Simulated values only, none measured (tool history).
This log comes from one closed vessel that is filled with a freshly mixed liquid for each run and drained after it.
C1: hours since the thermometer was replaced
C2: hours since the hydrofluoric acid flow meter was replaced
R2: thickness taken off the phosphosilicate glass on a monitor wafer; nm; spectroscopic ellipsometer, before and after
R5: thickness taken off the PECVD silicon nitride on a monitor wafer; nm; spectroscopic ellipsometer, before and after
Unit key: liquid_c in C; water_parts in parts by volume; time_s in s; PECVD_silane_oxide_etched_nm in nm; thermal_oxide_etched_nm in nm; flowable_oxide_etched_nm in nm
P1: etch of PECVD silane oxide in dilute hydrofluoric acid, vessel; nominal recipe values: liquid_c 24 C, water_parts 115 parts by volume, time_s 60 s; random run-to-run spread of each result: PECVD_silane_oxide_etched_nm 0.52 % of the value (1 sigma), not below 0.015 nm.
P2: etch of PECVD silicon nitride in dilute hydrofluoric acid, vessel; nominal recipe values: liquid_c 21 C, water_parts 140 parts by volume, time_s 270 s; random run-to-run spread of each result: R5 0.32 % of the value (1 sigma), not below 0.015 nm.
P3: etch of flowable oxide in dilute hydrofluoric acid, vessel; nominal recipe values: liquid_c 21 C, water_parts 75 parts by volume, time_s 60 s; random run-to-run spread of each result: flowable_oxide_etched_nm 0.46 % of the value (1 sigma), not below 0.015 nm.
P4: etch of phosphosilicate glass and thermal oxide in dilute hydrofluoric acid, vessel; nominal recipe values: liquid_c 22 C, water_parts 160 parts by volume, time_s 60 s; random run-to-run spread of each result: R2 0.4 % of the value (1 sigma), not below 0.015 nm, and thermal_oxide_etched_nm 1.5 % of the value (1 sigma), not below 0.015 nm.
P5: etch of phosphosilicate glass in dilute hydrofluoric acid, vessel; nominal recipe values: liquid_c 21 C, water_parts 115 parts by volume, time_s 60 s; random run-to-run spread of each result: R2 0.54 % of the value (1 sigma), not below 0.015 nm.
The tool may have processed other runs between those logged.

{"run": 1, "day": 0.179, "process": "P1", "liquid_c": 24, "water_parts": 115, "time_s": 60, "C1": 444.9, "C2": 285.7, "PECVD_silane_oxide_etched_nm": 18.659}
{"run": 2, "day": 0.358, "process": "P4", "liquid_c": 17, "water_parts": 160, "time_s": 60, "C1": 449.2, "C2": 290, "R2": 33.124, "thermal_oxide_etched_nm": 1.3052}
{"run": 3, "day": 0.483, "process": "P1", "liquid_c": 28, "water_parts": 115, "time_s": 60, "C1": 452.2, "C2": 293, "PECVD_silane_oxide_etched_nm": 21.737}
{"run": 4, "day": 0.612, "process": "P3", "liquid_c": 21, "water_parts": 75, "time_s": 60, "C1": 455.3, "C2": 296.1, "flowable_oxide_etched_nm": 25.939}
{"run": 5, "day": 0.788, "process": "P1", "liquid_c": 24, "water_parts": 115, "time_s": 90, "C1": 459.5, "C2": 300.3, "PECVD_silane_oxide_etched_nm": 28.044}
{"run": 6, "day": 0.925, "process": "P3", "liquid_c": 28.5, "water_parts": 75, "time_s": 60, "C1": 462.8, "C2": 303.6, "flowable_oxide_etched_nm": 34.739}
{"run": 7, "day": 1.062, "process": "P5", "liquid_c": 21, "water_parts": 45, "time_s": 60, "C1": 466.1, "C2": 306.9, "R2": 154.5}
{"run": 8, "day": 1.154, "process": "P1", "liquid_c": 24, "water_parts": 25, "time_s": 30, "C1": 468.3, "C2": 309.1, "PECVD_silane_oxide_etched_nm": 47.772}
{"run": 9, "day": 1.317, "process": "P1", "liquid_c": 24, "water_parts": 55, "time_s": 85, "C1": 472.2, "C2": 313, "PECVD_silane_oxide_etched_nm": 59.981}
{"run": 10, "day": 1.458, "process": "P1", "liquid_c": 24, "water_parts": 185, "time_s": 60, "C1": 475.6, "C2": 316.4, "PECVD_silane_oxide_etched_nm": 10.657}
{"run": 11, "day": 1.575, "process": "P1", "liquid_c": 24, "water_parts": 115, "time_s": 60, "C1": 478.4, "C2": 319.2, "PECVD_silane_oxide_etched_nm": 18.793}
{"run": 12, "day": 1.725, "process": "P4", "liquid_c": 22, "water_parts": 160, "time_s": 60, "C1": 482, "C2": 322.8, "R2": 40.387, "thermal_oxide_etched_nm": 1.5625}
{"run": 13, "day": 1.846, "process": "P2", "liquid_c": 21, "water_parts": 140, "time_s": 270, "C1": 484.9, "C2": 325.7, "R5": 6.2578}
{"run": 14, "day": 2.0, "process": "P3", "liquid_c": 21, "water_parts": 75, "time_s": 30, "C1": 488.6, "C2": 329.4, "flowable_oxide_etched_nm": 12.953}
{"run": 15, "day": 2.142, "process": "P1", "liquid_c": 24, "water_parts": 25, "time_s": 60, "C1": 492, "C2": 332.8, "PECVD_silane_oxide_etched_nm": 96.498}
{"run": 16, "day": 2.254, "process": "P3", "liquid_c": 21, "water_parts": 75, "time_s": 60, "C1": 494.7, "C2": 335.5, "flowable_oxide_etched_nm": 25.762}
{"run": 17, "day": 2.367, "process": "P1", "liquid_c": 24, "water_parts": 115, "time_s": 60, "C1": 497.4, "C2": 338.2, "PECVD_silane_oxide_etched_nm": 18.688}
{"run": 18, "day": 2.542, "process": "P1", "liquid_c": 24, "water_parts": 115, "time_s": 30, "C1": 501.6, "C2": 342.4, "PECVD_silane_oxide_etched_nm": 9.3612}
{"run": 19, "day": 2.642, "process": "P4", "liquid_c": 22, "water_parts": 160, "time_s": 30, "C1": 504, "C2": 344.8, "R2": 20.132, "thermal_oxide_etched_nm": 0.75712}
{"run": 20, "day": 2.762, "process": "P4", "liquid_c": 22, "water_parts": 30, "time_s": 60, "C1": 506.9, "C2": 347.7, "R2": 250.48, "thermal_oxide_etched_nm": 9.4984}
{"run": 21, "day": 2.867, "process": "P2", "liquid_c": 21, "water_parts": 35, "time_s": 270, "C1": 509.4, "C2": 350.2, "R5": 24.25}
{"run": 22, "day": 2.967, "process": "P5", "liquid_c": 21, "water_parts": 115, "time_s": 60, "C1": 511.8, "C2": 352.6, "R2": 55.234}
{"run": 23, "day": 3.079, "process": "P5", "liquid_c": 21, "water_parts": 115, "time_s": 30, "C1": 514.5, "C2": 355.3, "R2": 28.273}
{"day": 3.2, "done": "thermometer replaced"}
{"run": 24, "day": 3.238, "process": "P1", "liquid_c": 24, "water_parts": 115, "time_s": 60, "C1": 0.9, "C2": 359.1, "PECVD_silane_oxide_etched_nm": 18.525}
{"run": 25, "day": 3.4, "process": "P1", "liquid_c": 24, "water_parts": 115, "time_s": 60, "C1": 4.8, "C2": 363, "PECVD_silane_oxide_etched_nm": 18.776}
{"run": 26, "day": 3.55, "process": "P2", "liquid_c": 28.5, "water_parts": 140, "time_s": 270, "C1": 8.4, "C2": 366.6, "R5": 10.194}
{"run": 27, "day": 3.721, "process": "P5", "liquid_c": 17, "water_parts": 115, "time_s": 60, "C1": 12.5, "C2": 370.7, "R2": 47.218}
{"run": 28, "day": 3.8, "process": "P2", "liquid_c": 21, "water_parts": 140, "time_s": 30, "C1": 14.4, "C2": 372.6, "R5": 0.72333}
{"run": 29, "day": 3.942, "process": "P2", "liquid_c": 21, "water_parts": 140, "time_s": 270, "C1": 17.8, "C2": 376, "R5": 6.319}
{"run": 30, "day": 4.096, "process": "P1", "liquid_c": 17, "water_parts": 115, "time_s": 60, "C1": 21.5, "C2": 379.7, "PECVD_silane_oxide_etched_nm": 14.21}
{"run": 31, "day": 4.258, "process": "P1", "liquid_c": 24, "water_parts": 115, "time_s": 60, "C1": 25.4, "C2": 383.6, "PECVD_silane_oxide_etched_nm": 18.723}
{"run": 32, "day": 4.412, "process": "P3", "liquid_c": 21, "water_parts": 120, "time_s": 60, "C1": 29.1, "C2": 387.3, "flowable_oxide_etched_nm": 15.372}
{"run": 33, "day": 4.558, "process": "P1", "liquid_c": 24, "water_parts": 115, "time_s": 60, "C1": 32.6, "C2": 390.8, "PECVD_silane_oxide_etched_nm": 18.724}
{"run": 34, "day": 4.712, "process": "P1", "liquid_c": 24, "water_parts": 115, "time_s": 60, "C1": 36.3, "C2": 394.5, "PECVD_silane_oxide_etched_nm": 18.08}
{"run": 35, "day": 4.846, "process": "P1", "liquid_c": 24, "water_parts": 115, "time_s": 60, "C1": 39.5, "C2": 397.7, "PECVD_silane_oxide_etched_nm": 17.924}
{"run": 36, "day": 4.942, "process": "P1", "liquid_c": 24, "water_parts": 115, "time_s": 60, "C1": 41.8, "C2": 400, "PECVD_silane_oxide_etched_nm": 17.659}
{"run": 37, "day": 5.029, "process": "P1", "liquid_c": 24, "water_parts": 115, "time_s": 60, "C1": 43.9, "C2": 402.1, "PECVD_silane_oxide_etched_nm": 17.88}
{"run": 38, "day": 5.117, "process": "P1", "liquid_c": 24, "water_parts": 115, "time_s": 60, "C1": 46, "C2": 404.2, "PECVD_silane_oxide_etched_nm": 17.684}
{"run": 39, "day": 5.208, "process": "P1", "liquid_c": 24, "water_parts": 115, "time_s": 60, "C1": 48.2, "C2": 406.4, "PECVD_silane_oxide_etched_nm": 17.76}
{"run": 40, "day": 5.304, "process": "P1", "liquid_c": 24, "water_parts": 115, "time_s": 60, "C1": 50.5, "C2": 408.7, "PECVD_silane_oxide_etched_nm": 17.806}
{"run": 41, "day": 5.438, "process": "P1", "liquid_c": 24, "water_parts": 115, "time_s": 60, "C1": 53.7, "C2": 411.9, "PECVD_silane_oxide_etched_nm": 17.607}

P1 no longer gives what it gave before; its output has crept away from where it was. The following 2 causes, each at its listed size, fit the log equally well:
A: hydrofluoric acid flow below the setpoint (%) = 5.06
B: liquid colder than its thermometer reads (K) = 1.51
At approximately day 4.558, the process output began to creep.

Listed below are the offered check runs, one wafer per run, with question marks in place of results. For which of them would the causes give clearly different outcomes?
{"run": "check 1", "day": 5.571, "process": "P4", "liquid_c": 22, "water_parts": 50, "time_s": 30, "R2": "?", "thermal_oxide_etched_nm": "?"}
{"run": "check 2", "day": 5.571, "process": "P2", "liquid_c": 21, "water_parts": 50, "time_s": 130, "R5": "?"}
{"run": "check 3", "day": 5.571, "process": "P3", "liquid_c": 28, "water_parts": 105, "time_s": 60, "flowable_oxide_etched_nm": "?"}
{"run": "check 4", "day": 5.571, "process": "P5", "liquid_c": 21, "water_parts": 80, "time_s": 60, "R2": "?"}

How each check would come out, cause by cause:
check=check_1 result=R2 if_A=69.207 if_B=68.634
check=check_1 result=thermal_oxide_etched_nm if_A=2.6605 if_B=2.6384
check=check_2 result=R5 if_A=7.8768 if_B=7.4611
check=check_3 result=flowable_oxide_etched_nm if_A=22.157 if_B=22.192
check=check_4 result=R2 if_A=78.877 if_B=78.42
Separation of the two closest causes in each check, using whichever result separates them best: check 1 0.83 %; check 2 5.42 %; check 3 0.16 %; check 4 0.58 %
Of the check runs offered, only check 2 discriminates between the causes; the rest would read about the same regardless of which cause applies.

Check 2 was then run and gave: R5 7.8482 nm. Which cause is it?

The correct cause is A, namely: hydrofluoric acid flow below the setpoint (%).

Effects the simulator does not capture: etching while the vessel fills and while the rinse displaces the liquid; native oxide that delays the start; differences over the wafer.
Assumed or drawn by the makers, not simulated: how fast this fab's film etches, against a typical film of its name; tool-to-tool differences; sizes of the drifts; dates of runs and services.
